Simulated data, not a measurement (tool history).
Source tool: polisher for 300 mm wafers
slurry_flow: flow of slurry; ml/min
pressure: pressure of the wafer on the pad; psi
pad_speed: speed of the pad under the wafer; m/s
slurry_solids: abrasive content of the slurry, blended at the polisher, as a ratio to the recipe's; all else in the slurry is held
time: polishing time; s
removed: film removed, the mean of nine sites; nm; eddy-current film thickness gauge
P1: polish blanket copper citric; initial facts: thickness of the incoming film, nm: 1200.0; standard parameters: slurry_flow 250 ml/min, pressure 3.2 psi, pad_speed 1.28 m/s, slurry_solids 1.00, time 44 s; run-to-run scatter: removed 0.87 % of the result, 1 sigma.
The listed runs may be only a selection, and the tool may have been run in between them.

run     day  slurry_flow  pressure  pad_speed  slurry_solids  time  removed
  1   0.358          250       3.2       1.28           1.00    44  148.160
  2   0.933          250       2.0       1.28           1.00    64  137.480
  3   1.379          350       3.2       1.28           1.00    29  101.360
  4   1.867          320       3.2       1.28           1.00    44  152.950
  5   2.525          250       3.2       1.28           0.55    44  131.970
  6   3.108          250       3.2       0.86           1.00    44  100.150
  7   3.783          250       3.2       1.28           1.00    44  148.950
  8   4.329          250       3.2       1.28           1.00    44  145.530
  9   4.658          250       3.2       1.96           1.00    56  288.560
 10   5.104          250       3.2       1.90           1.00    44  219.910
 11   5.821          150       3.2       1.28           1.00    44  138.540
 12   6.362          250       3.2       1.28           1.00    44  148.470
 13   6.738          250       1.5       1.28           1.00    44   70.285
      7.046  -- slurry blender recalibrated
 14   7.358          250       3.2       1.28           1.45    44  160.380
 15   7.829          250       3.2       1.28           1.00    25   84.631
      8.146  -- head pressure recalibrated
 16   8.383          250       3.2       1.28           1.00    56  186.040
 17   8.817          250       4.4       1.28           1.00    44  199.420
 18   9.508          250       3.2       1.28           1.00    44  145.310
 19  10.079          250       3.2       1.28           1.00    44  145.260
 20  10.708          250       3.2       1.28           1.00    44  145.090
 21  11.058          250       3.2       1.28           1.00    44  144.740
 22  11.658          250       3.2       1.28           1.00    44  141.550
 23  12.258          250       3.2       1.28           1.00    44  141.360
 24  12.633          250       3.2       1.28           1.00    44  142.480
     12.829  -- head pressure recalibrated
     12.829  -- slurry blender recalibrated
 25  13.271          250       3.2       1.28           1.00    44  139.260
 26  13.900          250       3.2       1.28           1.00    44  141.080
 27  14.533          250       3.2       1.28           1.00    44  141.050
 28  15.071          250       3.2       1.28           1.00    44  139.120

The output of P1 has drifted from where it used to be. Each of the 2 causes below, taken at the size shown beside it, accounts for the log equally well:
A: slurry flow missing at the pad, % = 34.1
B: removal rate lost through wear of the pad, % = 5.32
The process output started creeping at around day 9.508.
Why every other cause is out:
head's pressure below its setpoint, %: serviced at day 12.829, which brought nothing back
abrasive missing from the slurry, %: serviced at day 12.829, which brought nothing back

You are offered 4 check runs, listed below with question marks in place of their results; each one averages 5 wafers. Which run separates the listed causes by giving clearly different results for each?
check 1  15.608          250       3.2       1.28           0.60    26        ?
check 2  15.608          150       3.2       1.28           1.40    44        ?
check 3  15.608          250       3.2       1.64           1.45    44        ?
check 4  15.608          250       1.6       1.28           1.25    44        ?

What every check run would give for each of its results, assuming each possible cause in turn:
  check   result     if A     if B
check 1  removed   74.308   74.301
check 2  removed  135.760  140.300
check 3  removed  193.580  193.560
check 4  removed   74.684   74.678
Per-check spread between the two closest causes, in the result where they differ most: check 1 0.01 %; check 2 3.28 %; check 3 0.01 %; check 4 0.01 %
Check 2 distinguishes between the causes, while the remaining checks would return nearly the same result for all of them.

Then check 2 was run and gave: removed 135.720 nm. Which cause is it?

Of the candidate causes, it is A: slurry flow missing at the pad, %.

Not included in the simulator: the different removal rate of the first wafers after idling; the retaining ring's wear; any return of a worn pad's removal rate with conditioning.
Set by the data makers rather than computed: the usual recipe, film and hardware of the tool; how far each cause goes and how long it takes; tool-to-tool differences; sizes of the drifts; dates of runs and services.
